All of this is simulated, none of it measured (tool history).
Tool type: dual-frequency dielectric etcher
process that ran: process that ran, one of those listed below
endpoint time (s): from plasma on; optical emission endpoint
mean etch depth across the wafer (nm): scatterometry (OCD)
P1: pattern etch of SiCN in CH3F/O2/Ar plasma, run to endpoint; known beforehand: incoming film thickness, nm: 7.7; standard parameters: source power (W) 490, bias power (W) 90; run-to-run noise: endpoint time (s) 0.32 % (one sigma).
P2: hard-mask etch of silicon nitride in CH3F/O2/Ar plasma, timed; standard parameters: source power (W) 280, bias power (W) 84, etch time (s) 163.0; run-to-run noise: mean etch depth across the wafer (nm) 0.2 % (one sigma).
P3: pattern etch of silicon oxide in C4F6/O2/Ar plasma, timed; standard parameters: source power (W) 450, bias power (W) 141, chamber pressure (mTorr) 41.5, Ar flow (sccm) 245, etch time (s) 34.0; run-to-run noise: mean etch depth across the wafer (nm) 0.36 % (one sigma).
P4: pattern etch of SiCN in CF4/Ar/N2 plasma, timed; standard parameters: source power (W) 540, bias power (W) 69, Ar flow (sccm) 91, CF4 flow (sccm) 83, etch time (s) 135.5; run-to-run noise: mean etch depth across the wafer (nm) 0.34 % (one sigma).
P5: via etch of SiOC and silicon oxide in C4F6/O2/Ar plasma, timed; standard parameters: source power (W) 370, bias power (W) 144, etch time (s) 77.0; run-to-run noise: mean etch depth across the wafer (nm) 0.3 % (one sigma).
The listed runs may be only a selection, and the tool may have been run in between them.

run,day,process that ran,source power (W),bias power (W),etch time (s),Ar flow (sccm),CF4 flow (sccm),chamber pressure (mTorr),endpoint time (s),mean etch depth across the wafer (nm)
1,0.317,P1,490,90,,,,,17.788,
2,0.483,P1,490,90,,,,,17.744,
3,0.675,P1,490,65,,,,,20.007,
4,0.862,P2,280,84,163.0,,,,,103.160
5,1.042,P1,490,118,,,,,16.159,
6,1.250,P5,370,144,77.0,,,,,80.633
7,1.450,P4,540,69,135.5,91,61,,,135.990
8,1.762,P1,490,90,,,,,17.691,
9,2.062,P2,280,49,163.0,,,,,85.231
10,2.275,P3,590,141,34.0,245,,41.5,,114.690
11,2.442,P1,400,119,,,,,17.197,
12,2.675,P3,450,185,34.0,245,,41.5,,111.630
13,2.883,P1,330,56,,,,,24.477,
14,3.171,P4,540,69,135.5,91,83,,,143.240
15,3.354,P3,450,141,34.0,339,,41.5,,100.110
16,3.571,P1,490,90,,,,,17.768,
17,3.792,P4,540,83,135.5,91,83,,,152.060
18,4.079,P5,440,144,77.0,,,,,86.382
19,4.233,P1,630,90,,,,,16.200,
20,4.412,P2,280,84,225.0,,,,,142.220
21,4.721,P4,540,69,74.5,91,83,,,78.425
22,5.033,P1,640,65,,,,,17.995,
23,5.321,P2,280,84,163.0,,,,,102.890
24,5.475,P1,490,90,,,,,17.711,
25,5.771,P1,490,90,,,,,17.762,
26,5.933,P4,680,69,135.5,91,83,,,175.000
27,6.121,P1,360,90,,,,,19.901,
28,6.325,P4,540,69,135.5,91,83,,,142.490
29,6.488,P5,370,115,77.0,,,,,74.990
30,6.762,P5,370,144,52.5,,,,,55.379
31,6.958,P3,450,141,49.0,245,,41.5,,149.960
32,7.121,P3,450,141,34.0,245,,41.5,,103.920
33,7.267,P4,540,69,135.5,54,83,,,153.360
34,7.408,P5,370,144,77.0,,,,,80.504
35,7.729,P2,200,84,163.0,,,,,90.934
36,8.000,P3,450,141,34.0,245,,49.5,,100.770
37,8.317,P1,490,90,,,,,17.758,
38,8.588,P1,490,90,,,,,17.691,
39,8.858,P1,490,90,,,,,17.567,
40,9.046,P1,490,90,,,,,17.578,
# day 9.062: wet clean of the chamber
41,9.229,P1,490,90,,,,,17.450,
42,9.396,P1,490,90,,,,,17.487,
43,9.562,P1,490,90,,,,,17.433,

Run 44, settings as shown, results not yet in. Your forecast:
44,9.750,P1,490,90,,,,,?,

For run 44 the tool returned endpoint time (s) 17.488.

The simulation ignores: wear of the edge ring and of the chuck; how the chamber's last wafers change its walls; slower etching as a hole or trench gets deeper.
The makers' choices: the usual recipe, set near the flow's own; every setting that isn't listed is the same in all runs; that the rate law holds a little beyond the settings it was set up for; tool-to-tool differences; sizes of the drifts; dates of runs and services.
